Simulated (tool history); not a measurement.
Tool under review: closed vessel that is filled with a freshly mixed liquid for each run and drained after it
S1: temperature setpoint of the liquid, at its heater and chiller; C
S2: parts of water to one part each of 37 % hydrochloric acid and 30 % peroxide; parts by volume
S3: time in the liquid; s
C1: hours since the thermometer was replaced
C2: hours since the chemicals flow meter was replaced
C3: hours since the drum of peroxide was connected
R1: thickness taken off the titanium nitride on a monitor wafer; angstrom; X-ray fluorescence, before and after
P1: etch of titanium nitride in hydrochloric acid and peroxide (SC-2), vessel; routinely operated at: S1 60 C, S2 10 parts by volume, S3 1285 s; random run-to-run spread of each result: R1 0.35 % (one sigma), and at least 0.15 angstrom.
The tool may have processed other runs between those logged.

run  hour  S1  S2    S3     C1     C2     C3      R1
  1   5.4  60  10  1285  373.7  288.2  522.2  482.18
  2     9  60  10  1285  377.3  291.8  525.8  483.56
  3  11.4  60  10  2190  379.7  294.2  528.2  817.79
  4  14.3  60  10   210  382.6  297.1  531.1  78.473
  5    19  72  10  2420  387.3  301.8  535.8  1869.9
       23  -- thermometer replaced
  6  23.5  72  10  1285    0.5  306.3  540.3  996.96
  7  28.4  60  10  1285    5.4  311.2  545.2  482.77
  8  33.6  60  14  1285   10.6  316.4  550.4  362.49
  9  36.1  60   4  1285   13.1  318.9  552.9  961.16
 10  40.9  46  10  1285   17.9  323.7  557.7  192.42
 11  45.1  60  10  1285   22.1  327.9  561.9  484.72

Run 12 is up next; what results do you expect?
 12  50.5  60  10  1285  27.5  333.3  567.3   ?

{"run 12": {"R1": 477.77}}
